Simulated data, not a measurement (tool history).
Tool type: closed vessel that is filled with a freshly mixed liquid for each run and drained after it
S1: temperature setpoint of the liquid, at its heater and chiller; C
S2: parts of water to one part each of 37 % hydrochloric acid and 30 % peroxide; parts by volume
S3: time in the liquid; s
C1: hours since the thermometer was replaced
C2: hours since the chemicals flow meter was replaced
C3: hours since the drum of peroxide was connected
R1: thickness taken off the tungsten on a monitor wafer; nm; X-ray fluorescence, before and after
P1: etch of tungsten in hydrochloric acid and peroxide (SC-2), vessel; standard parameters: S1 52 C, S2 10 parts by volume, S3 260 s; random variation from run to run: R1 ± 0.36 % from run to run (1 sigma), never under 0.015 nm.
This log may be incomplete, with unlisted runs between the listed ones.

| run | hour | S1 | S2 | S3 | C1 | C2 | C3 | R1 |
|---|---|---|---|---|---|---|---|---|
| 1 | 6.2 | 52 | 10 | 260 | 863.5 | 1199.1 | 409.5 | 37.2 |
| 2 | 13.7 | 52 | 10 | 260 | 871 | 1206.6 | 417 | 36.895 |
| 3 | 19.3 | 52 | 10 | 260 | 876.6 | 1212.2 | 422.6 | 37.198 |
| 4 | 24.5 | 52 | 4 | 260 | 881.8 | 1217.4 | 427.8 | 74.34 |
| 5 | 31.8 | 52 | 10 | 260 | 889.1 | 1224.7 | 435.1 | 37.169 |
| 6 | 35.8 | 65 | 10 | 260 | 893.1 | 1228.7 | 439.1 | 84.447 |
| 7 | 42.6 | 61.5 | 10 | 430 | 899.9 | 1235.5 | 445.9 | 112.41 |
| 8 | 49.6 | 39 | 10 | 260 | 906.9 | 1242.5 | 452.9 | 15.243 |
| 9 | 56.5 | 52 | 18 | 260 | 913.8 | 1249.4 | 459.8 | 22.177 |
| 10 | 59.9 | 52 | 10 | 260 | 917.2 | 1252.8 | 463.2 | 37.312 |
| 11 | 65.7 | 52 | 10 | 405 | 923 | 1258.6 | 469 | 57.47 |
| 12 | 70.2 | 52 | 10 | 260 | 927.5 | 1263.1 | 473.5 | 37.088 |
| 13 | 74.7 | 52 | 10 | 30 | 932 | 1267.6 | 478 | 4.3159 |
| 14 | 79.9 | 43 | 10 | 385 | 937.2 | 1272.8 | 483.2 | 29.902 |
| 15 | 86.1 | 52 | 10 | 260 | 943.4 | 1279 | 489.4 | 37.252 |
| 16 | 92.3 | 52 | 10 | 260 | 949.6 | 1285.2 | 495.6 | 36.059 |
| 17 | 97.2 | 52 | 10 | 260 | 954.5 | 1290.1 | 500.5 | 35.339 |
| 18 | 101 | 52 | 10 | 260 | 958.3 | 1293.9 | 504.3 | 35.09 |
| 19 | 104.6 | 52 | 10 | 260 | 961.9 | 1297.5 | 507.9 | 34.741 |
| 20 | 110.2 | 52 | 10 | 260 | 967.5 | 1303.1 | 513.5 | 34.586 |

Run 21 comes next. What will it give?
| 21 | 114.8 | 52 | 10 | 260 | 972.1 | 1307.7 | 518.1 | ? |

Run 21 yielded R1 34.323 nm.

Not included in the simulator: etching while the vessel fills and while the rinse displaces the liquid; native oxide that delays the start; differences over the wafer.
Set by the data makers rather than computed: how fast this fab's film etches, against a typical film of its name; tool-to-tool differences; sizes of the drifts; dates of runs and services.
